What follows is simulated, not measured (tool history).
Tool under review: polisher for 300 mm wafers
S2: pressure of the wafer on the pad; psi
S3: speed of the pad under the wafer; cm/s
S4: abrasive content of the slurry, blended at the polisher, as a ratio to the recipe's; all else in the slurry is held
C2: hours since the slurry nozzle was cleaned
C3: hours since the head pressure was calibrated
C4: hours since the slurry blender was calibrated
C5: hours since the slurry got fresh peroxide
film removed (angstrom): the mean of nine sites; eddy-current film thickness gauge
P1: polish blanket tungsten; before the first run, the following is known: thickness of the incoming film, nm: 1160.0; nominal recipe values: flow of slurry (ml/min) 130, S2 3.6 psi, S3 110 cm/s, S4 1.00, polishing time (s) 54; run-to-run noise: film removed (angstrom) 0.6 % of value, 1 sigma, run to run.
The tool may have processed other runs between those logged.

run 1 hour=11.5 | flow_of_slurry_(ml/min)=130 S2=3.6 S3=110 S4=1.00 polishing_time_(s)=54 | wafers_polished_on_this_pad=317 C2=405.1 C3=733.1 C4=65.5 C5=42.6 | film_removed_(angstrom)=2539.8
run 2 hour=23.1 | flow_of_slurry_(ml/min)=130 S2=3.6 S3=110 S4=1.00 polishing_time_(s)=54 | wafers_polished_on_this_pad=457 C2=416.7 C3=744.7 C4=77.1 C5=54.2 | film_removed_(angstrom)=2568.9
run 3 hour=35.0 | flow_of_slurry_(ml/min)=130 S2=3.6 S3=110 S4=1.00 polishing_time_(s)=30 | wafers_polished_on_this_pad=602 C2=428.6 C3=756.6 C4=89.0 C5=66.1 | film_removed_(angstrom)=1417.9
run 4 hour=50.3 | flow_of_slurry_(ml/min)=130 S2=3.6 S3=110 S4=1.45 polishing_time_(s)=40 | wafers_polished_on_this_pad=787 C2=443.9 C3=771.9 C4=104.3 C5=81.4 | film_removed_(angstrom)=2074.9
run 5 hour=67.9 | flow_of_slurry_(ml/min)=85 S2=3.6 S3=110 S4=1.00 polishing_time_(s)=37 | wafers_polished_on_this_pad=1001 C2=461.5 C3=789.5 C4=121.9 C5=99.0 | film_removed_(angstrom)=1574.2
run 6 hour=81.1 | flow_of_slurry_(ml/min)=130 S2=3.6 S3=168 S4=1.00 polishing_time_(s)=54 | wafers_polished_on_this_pad=1161 C2=474.7 C3=802.7 C4=135.1 C5=112.2 | film_removed_(angstrom)=3958.2
run 7 hour=89.8 | flow_of_slurry_(ml/min)=130 S2=3.6 S3=110 S4=1.00 polishing_time_(s)=54 | wafers_polished_on_this_pad=1266 C2=483.4 C3=811.4 C4=143.8 C5=120.9 | film_removed_(angstrom)=2546.8
run 8 hour=106.0 | flow_of_slurry_(ml/min)=130 S2=3.6 S3=58 S4=1.00 polishing_time_(s)=54 | wafers_polished_on_this_pad=1463 C2=499.6 C3=827.6 C4=160.0 C5=137.1 | film_removed_(angstrom)=1355.6
-- hour=110.2 slurry tank refilled with fresh slurry and peroxide
run 9 hour=122.2 | flow_of_slurry_(ml/min)=130 S2=3.6 S3=110 S4=1.00 polishing_time_(s)=54 | wafers_polished_on_this_pad=1659 C2=515.8 C3=843.8 C4=176.2 C5=12.1 | film_removed_(angstrom)=2551.9
run 10 hour=136.0 | flow_of_slurry_(ml/min)=130 S2=3.6 S3=110 S4=1.00 polishing_time_(s)=54 | wafers_polished_on_this_pad=1827 C2=529.6 C3=857.6 C4=190.0 C5=25.9 | film_removed_(angstrom)=2551.9
run 11 hour=149.2 | flow_of_slurry_(ml/min)=80 S2=3.6 S3=110 S4=1.00 polishing_time_(s)=54 | wafers_polished_on_this_pad=1987 C2=542.8 C3=870.8 C4=203.2 C5=39.1 | film_removed_(angstrom)=2246.2
-- hour=155.1 head pressure recalibrated
run 12 hour=164.7 | flow_of_slurry_(ml/min)=130 S2=5.3 S3=110 S4=1.00 polishing_time_(s)=54 | wafers_polished_on_this_pad=2175 C2=558.3 C3=9.7 C4=218.7 C5=54.6 | film_removed_(angstrom)=3766.0
run 13 hour=178.4 | flow_of_slurry_(ml/min)=130 S2=3.6 S3=110 S4=1.25 polishing_time_(s)=54 | wafers_polished_on_this_pad=2341 C2=572.0 C3=23.4 C4=232.4 C5=68.3 | film_removed_(angstrom)=2684.0
run 14 hour=194.2 | flow_of_slurry_(ml/min)=205 S2=3.6 S3=110 S4=1.00 polishing_time_(s)=54 | wafers_polished_on_this_pad=2532 C2=587.8 C3=39.2 C4=248.2 C5=84.1 | film_removed_(angstrom)=2770.7
run 15 hour=210.2 | flow_of_slurry_(ml/min)=130 S2=3.6 S3=110 S4=1.00 polishing_time_(s)=54 | wafers_polished_on_this_pad=2726 C2=603.8 C3=55.2 C4=264.2 C5=100.1 | film_removed_(angstrom)=2546.3
run 16 hour=226.9 | flow_of_slurry_(ml/min)=130 S2=3.6 S3=110 S4=1.00 polishing_time_(s)=70 | wafers_polished_on_this_pad=2929 C2=620.5 C3=71.9 C4=280.9 C5=116.8 | film_removed_(angstrom)=3321.9
run 17 hour=238.9 | flow_of_slurry_(ml/min)=130 S2=3.6 S3=110 S4=1.00 polishing_time_(s)=54 | wafers_polished_on_this_pad=3075 C2=632.5 C3=83.9 C4=292.9 C5=128.8 | film_removed_(angstrom)=2539.1
run 18 hour=253.2 | flow_of_slurry_(ml/min)=130 S2=2.6 S3=110 S4=1.00 polishing_time_(s)=54 | wafers_polished_on_this_pad=3248 C2=646.8 C3=98.2 C4=307.2 C5=143.1 | film_removed_(angstrom)=1828.8
run 19 hour=263.3 | flow_of_slurry_(ml/min)=130 S2=3.6 S3=110 S4=0.75 polishing_time_(s)=54 | wafers_polished_on_this_pad=3370 C2=656.9 C3=108.3 C4=317.3 C5=153.2 | film_removed_(angstrom)=2390.1
run 20 hour=273.9 | flow_of_slurry_(ml/min)=130 S2=3.6 S3=110 S4=1.00 polishing_time_(s)=54 | wafers_polished_on_this_pad=3499 C2=667.5 C3=118.9 C4=327.9 C5=163.8 | film_removed_(angstrom)=2546.5
run 21 hour=287.0 | flow_of_slurry_(ml/min)=130 S2=3.6 S3=110 S4=1.00 polishing_time_(s)=54 | wafers_polished_on_this_pad=3658 C2=680.6 C3=132.0 C4=341.0 C5=176.9 | film_removed_(angstrom)=2450.8
run 22 hour=298.4 | flow_of_slurry_(ml/min)=130 S2=3.6 S3=110 S4=1.00 polishing_time_(s)=54 | wafers_polished_on_this_pad=3796 C2=692.0 C3=143.4 C4=352.4 C5=188.3 | film_removed_(angstrom)=2425.8

What will run 23 give?
run 23 hour=309.8 | flow_of_slurry_(ml/min)=130 S2=3.6 S3=110 S4=1.00 polishing_time_(s)=54 | wafers_polished_on_this_pad=3934 C2=703.4 C3=154.8 C4=363.8 C5=199.7 | film_removed_(angstrom)=?

{"run 23": {"film removed (angstrom)": 2386.4}}
